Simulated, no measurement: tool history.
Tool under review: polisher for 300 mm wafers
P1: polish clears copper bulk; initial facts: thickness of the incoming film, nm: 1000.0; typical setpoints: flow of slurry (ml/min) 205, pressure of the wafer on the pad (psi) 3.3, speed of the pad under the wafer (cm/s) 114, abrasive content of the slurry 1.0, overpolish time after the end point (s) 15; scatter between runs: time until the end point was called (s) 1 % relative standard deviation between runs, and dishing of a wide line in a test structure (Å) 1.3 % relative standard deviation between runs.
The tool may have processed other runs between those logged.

run,day,flow of slurry (ml/min),pressure of the wafer on the pad (psi),speed of the pad under the wafer (cm/s),abrasive content of the slurry,overpolish time after the end point (s),wafers polished on this pad,hours since the slurry nozzle was cleaned,hours since the head pressure was calibrated,hours since the slurry blender was calibrated,time until the end point was called (s),dishing of a wide line in a test structure (Å)
1,0.412,205,3.3,114,1.0,15,433,242.5,283.3,47.9,73.750,594.25
2,1.162,285,3.3,114,1.0,15,589,260.5,301.3,65.9,71.844,579.62
# day 1.379: worn pad replaced by a new one
3,1.850,205,3.3,114,0.5,15,97,277.0,317.8,82.4,83.227,572.89
4,2.400,205,3.3,114,1.0,4,211,290.2,331.0,95.6,72.485,309.43
5,2.900,205,3.3,114,1.0,28,315,302.2,343.0,107.6,73.670,633.80
6,3.350,205,3.3,148,1.0,15,408,313.0,353.8,118.4,56.790,608.82
7,4.025,125,3.3,114,1.0,15,548,329.2,370.0,134.6,80.871,571.68
8,4.546,205,3.3,114,1.5,15,656,341.7,382.5,147.1,67.413,589.37
# day 4.800: head pressure recalibrated
9,5.183,205,3.3,114,1.0,15,788,357.0,9.3,162.4,73.027,588.54
# day 5.275: slurry nozzle cleaned
10,5.633,205,3.3,114,1.0,15,881,8.7,20.1,173.2,73.340,585.53
11,6.146,205,3.3,114,1.0,15,987,21.0,32.4,185.5,74.451,579.13
12,6.821,205,3.3,114,1.0,15,1127,37.2,48.6,201.7,72.691,583.78
13,7.346,205,2.3,114,1.0,15,1236,49.8,61.2,214.3,105.090,508.83
14,7.917,205,3.3,68,1.0,15,1354,63.5,74.9,228.0,121.590,509.16
15,8.446,205,5.1,114,1.0,15,1463,76.2,87.6,240.7,46.629,650.98
16,8.800,205,2.1,156,1.0,15,1537,84.7,96.1,249.2,82.969,535.47
17,9.212,205,3.3,114,1.0,15,1622,94.6,106.0,259.1,73.671,608.23
18,9.775,205,3.3,114,1.0,15,1739,108.1,119.5,272.6,76.463,584.22
19,10.488,205,3.3,114,1.0,15,1886,125.2,136.6,289.7,76.987,579.50
# day 10.612: head pressure recalibrated
20,10.933,205,3.3,114,1.0,15,1978,135.9,7.8,300.4,77.897,575.59
# day 11.188: worn pad replaced by a new one
21,11.675,205,3.3,114,1.0,15,101,153.7,25.6,318.2,77.274,560.20
22,12.304,205,3.3,114,1.0,15,232,168.8,40.7,333.3,78.430,569.96
23,13.008,205,3.3,114,1.0,15,377,185.7,57.6,350.2,79.832,574.44

P1 has crept away from where it was. The log is fitted equally well by each of these 2 causes, at the sizes shown:
A: slurry flow missing at the pad, % = 38.4
B: abrasive missing from the slurry, % = 31.3
The creep began at about day 9.212.
Why every other cause is out:
removal rate lost through wear of the pad, %: was serviced at day 11.188, once the creep was under way, yet the earlier output never came back
head's pressure below its setpoint, %: was serviced at day 10.612, once the creep was under way, yet the earlier output never came back

4 check runs are offered, each on 5 wafers whose results are averaged, their results left as question marks. Which one tells the causes apart?
check 1,13.712,205,4.6,114,1.00,15,,,,,?,?
check 2,13.712,205,3.3,114,1.45,27,,,,,?,?
check 3,13.712,130,3.3,114,1.00,15,,,,,?,?
check 4,13.712,205,3.3,78,1.45,15,,,,,?,?

Predicted outcomes, by check and by cause:
check,result,if A,if B
check 1,time until the end point was called (s),56.855,56.843
check 1,dishing of a wide line in a test structure (Å),634.37,634.39
check 2,time until the end point was called (s),73.059,73.305
check 2,dishing of a wide line in a test structure (Å),631.12,631.02
check 3,time until the end point was called (s),88.750,85.241
check 3,dishing of a wide line in a test structure (Å),557.41,563.99
check 4,time until the end point was called (s),106.780,107.140
check 4,dishing of a wide line in a test structure (Å),523.70,523.04
Per check, the gap between the least separated pair of causes, taken in the result that splits them most: check 1 0.02 %; check 2 0.34 %; check 3 4.03 %; check 4 0.34 %
The causes can be told apart only by check 3. The other checks would give nearly the same results under each of them.

The results of check 3 are: time until the end point was called (s) 88.863; dishing of a wide line in a test structure (Å) 558.50. Based on these, which of the listed causes is it?

A is the cause: slurry flow missing at the pad, %.
